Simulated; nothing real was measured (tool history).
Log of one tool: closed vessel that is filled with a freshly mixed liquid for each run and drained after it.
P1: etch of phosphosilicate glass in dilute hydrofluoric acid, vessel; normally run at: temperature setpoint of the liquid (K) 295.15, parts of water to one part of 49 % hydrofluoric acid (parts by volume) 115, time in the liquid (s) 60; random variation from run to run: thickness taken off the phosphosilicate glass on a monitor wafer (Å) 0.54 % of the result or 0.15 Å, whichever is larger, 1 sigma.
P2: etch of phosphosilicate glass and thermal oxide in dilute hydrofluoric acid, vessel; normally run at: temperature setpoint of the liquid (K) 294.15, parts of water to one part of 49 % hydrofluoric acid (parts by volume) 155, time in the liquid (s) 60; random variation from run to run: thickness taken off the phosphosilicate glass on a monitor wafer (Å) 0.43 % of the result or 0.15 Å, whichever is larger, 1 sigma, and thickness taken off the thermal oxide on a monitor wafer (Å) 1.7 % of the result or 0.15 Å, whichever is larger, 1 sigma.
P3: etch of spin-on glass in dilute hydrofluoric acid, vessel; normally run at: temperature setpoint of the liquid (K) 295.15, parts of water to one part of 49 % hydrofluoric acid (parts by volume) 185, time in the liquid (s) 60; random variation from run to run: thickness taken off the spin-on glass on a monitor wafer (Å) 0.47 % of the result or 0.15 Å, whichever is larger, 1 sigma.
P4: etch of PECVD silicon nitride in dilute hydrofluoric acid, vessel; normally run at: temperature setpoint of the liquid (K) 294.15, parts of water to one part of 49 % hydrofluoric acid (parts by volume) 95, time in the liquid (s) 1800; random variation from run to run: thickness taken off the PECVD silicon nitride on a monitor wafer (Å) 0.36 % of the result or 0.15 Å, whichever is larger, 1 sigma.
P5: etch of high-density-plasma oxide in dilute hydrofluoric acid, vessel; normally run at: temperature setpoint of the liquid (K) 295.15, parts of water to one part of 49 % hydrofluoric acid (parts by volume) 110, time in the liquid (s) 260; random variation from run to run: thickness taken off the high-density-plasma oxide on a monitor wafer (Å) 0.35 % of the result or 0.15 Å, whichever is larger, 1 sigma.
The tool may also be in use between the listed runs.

run    day  process that ran  temperature setpoint of the liquid (K)  parts of water to one part of 49 % hydrofluoric acid (parts by volume)  time in the liquid (s)  hours since the thermometer was replaced  hours since the hydrofluoric acid flow meter was replaced  thickness taken off the phosphosilicate glass on a monitor wafer (Å)  thickness taken off the high-density-plasma oxide on a monitor wafer (Å)  thickness taken off the thermal oxide on a monitor wafer (Å)  thickness taken off the PECVD silicon nitride on a monitor wafer (Å)  thickness taken off the spin-on glass on a monitor wafer (Å)
  1  0.146                P1                                  295.15                                                                     115                      60                                     448.0                                                      652.2                                                                570.61
  2  0.312                P1                                  295.15                                                                     200                      60                                     452.0                                                      656.2                                                                299.55
  3  0.521                P5                                  295.15                                                                     110                     260                                     457.0                                                      661.2                                                                                                                                         105.980
  4  0.654                P1                                  295.15                                                                      40                      85                                     460.2                                                      664.4                                                               2549.20
  5  0.762                P5                                  295.15                                                                     170                     260                                     462.8                                                      667.0                                                                                                                                          64.134
  6  0.912                P1                                  290.15                                                                     115                     100                                     466.4                                                      670.6                                                                778.53
  7  1.125                P5                                  301.15                                                                     110                     260                                     471.5                                                      675.7                                                                                                                                         133.460
  8  1.229                P2                                  294.15                                                                     155                      60                                     474.0                                                      678.2                                                                321.92                                                                                                                                 15.3690
  9  1.417                P1                                  295.15                                                                     115                      30                                     478.5                                                      682.7                                                                284.88
 10  1.571                P2                                  294.15                                                                     155                      60                                     482.2                                                      686.4                                                                320.81                                                                                                                                 14.5190
 11  1.708                P1                                  300.65                                                                     115                      60                                     485.5                                                      689.7                                                                703.14
 12  1.938                P4                                  294.15                                                                     170                    1800                                     491.0                                                      695.2                                                                                                                                                                                                                                                                              291.88
 13  2.038                P2                                  294.15                                                                     155                      30                                     493.4                                                      697.6                                                                160.06                                                                                                                                  7.4153
 14  2.212                P1                                  295.15                                                                     115                      60                                     497.6                                                      701.8                                                                571.32
 15  2.379                P2                                  294.15                                                                     225                      60                                     501.6                                                      705.8                                                                205.87                                                                                                                                  9.5403
 16  2.575                P3                                  295.15                                                                     185                     105                                     506.3                                                      710.5                                                                                                                                                                                                                                                                                                                                           176.220
 17  2.800                P5                                  295.15                                                                     110                     405                                     511.7                                                      715.9                                                                                                                                         165.240
 18  2.967                P1                                  295.15                                                                     115                     115                                     515.7                                                      719.9                                                               1091.10
 19  3.183                P4                                  294.15                                                                      95                    1800                                     520.9                                                      725.1                                                                                                                                                                                                                                                                              517.84
 20  3.392                P1                                  295.15                                                                     115                      60                                     525.9                                                      730.1                                                                570.98
 21  3.512                P1                                  302.15                                                                     195                      60                                     528.8                                                      733.0                                                                399.01
 22  3.704                P1                                  290.15                                                                     115                      60                                     533.4                                                      737.6                                                                463.21
 23  3.829                P1                                  295.15                                                                      55                      60                                     536.4                                                      740.6                                                               1272.50
 24  4.017                P1                                  295.15                                                                     115                      60                                     540.9                                                      745.1                                                                573.65
 25  4.217                P5                                  295.15                                                                     110                     260                                     545.7                                                      749.9                                                                                                                                         106.200
 26  4.321                P4                                  290.15                                                                      95                    1800                                     548.2                                                      752.4                                                                                                                                                                                                                                                                              394.81
 27  4.450                P3                                  295.15                                                                     295                      60                                     551.3                                                      755.5                                                                                                                                                                                                                                                                                                                                            57.429
 28  4.604                P3                                  290.65                                                                     185                      60                                     555.0                                                      759.2                                                                                                                                                                                                                                                                                                                                            84.375
 29  4.771                P3                                  295.15                                                                     185                      60                                     559.0                                                      763.2                                                                                                                                                                                                                                                                                                                                           102.470
 30  4.871                P2                                  302.15                                                                     155                      60                                     561.4                                                      765.6                                                                437.85                                                                                                                                 20.0090
 31  4.992                P4                                  294.15                                                                      95                    1020                                     564.3                                                      768.5                                                                                                                                                                                                                                                                              293.51
 32  5.121                P1                                  295.15                                                                     115                      60                                     567.4                                                      771.6                                                                571.93
 33  5.271                P1                                  295.15                                                                     115                      60                                     571.0                                                      775.2                                                                572.14
 34  5.425                P1                                  295.15                                                                     115                      60                                     574.7                                                      778.9                                                                573.53
 35  5.625                P1                                  295.15                                                                     115                      60                                     579.5                                                      783.7                                                                592.88
 36  5.762                P1                                  295.15                                                                     115                      60                                     582.8                                                      787.0                                                                602.09
 37  5.879                P1                                  295.15                                                                     115                      60                                     585.6                                                      789.8                                                                606.35
 38  6.079                P1                                  295.15                                                                     115                      60                                     590.4                                                      794.6                                                                607.16
 39  6.242                P1                                  295.15                                                                     115                      60                                     594.3                                                      798.5                                                                603.90
 40  6.458                P1                                  295.15                                                                     115                      60                                     599.5                                                      803.7                                                                612.91

What P1 gives has crept away from where it was. These 2 causes fit the log equally well, each at the size given:
A: liquid hotter than its thermometer reads (K) = 1.84
B: hydrofluoric acid flow above the setpoint (%) = 6.64
The creep began at about day 5.425.

4 check runs are offered, one wafer each, their results left as question marks. Which one tells the causes apart?
check 1  6.675                P3                                  295.15                                                                     185                      60                                                                                                                                                                                                                                                                                                                                                                                                                                                      ?
check 2  6.675                P2                                  294.15                                                                     155                      60                                                                                                                                                                          ?                                                                                                                                       ?
check 3  6.675                P4                                  294.15                                                                      95                    1800                                                                                                                                                                                                                                                                                                                                                                                        ?
check 4  6.675                P5                                  295.15                                                                     110                     260                                                                                                                                                                                                                                                    ?

What each check would give under each cause:
  check                                                                    result     if A     if B
check 1              thickness taken off the spin-on glass on a monitor wafer (Å)  108.690  109.450
check 2      thickness taken off the phosphosilicate glass on a monitor wafer (Å)   345.12   346.14
check 2              thickness taken off the thermal oxide on a monitor wafer (Å)  15.8260  15.8730
check 3      thickness taken off the PECVD silicon nitride on a monitor wafer (Å)   586.65   552.14
check 4  thickness taken off the high-density-plasma oxide on a monitor wafer (Å)  114.480  114.380
How far apart the two closest causes lie, in the result that separates them most: check 1 0.69 %; check 2 0.3 %; check 3 6.06 %; check 4 0.09 %
Only check 3 tells the causes apart: in the others they would give nearly the same result.

Check 3 was then run and gave: thickness taken off the PECVD silicon nitride on a monitor wafer (Å) 588.77. Which cause is it?

It is A: liquid hotter than its thermometer reads (K).

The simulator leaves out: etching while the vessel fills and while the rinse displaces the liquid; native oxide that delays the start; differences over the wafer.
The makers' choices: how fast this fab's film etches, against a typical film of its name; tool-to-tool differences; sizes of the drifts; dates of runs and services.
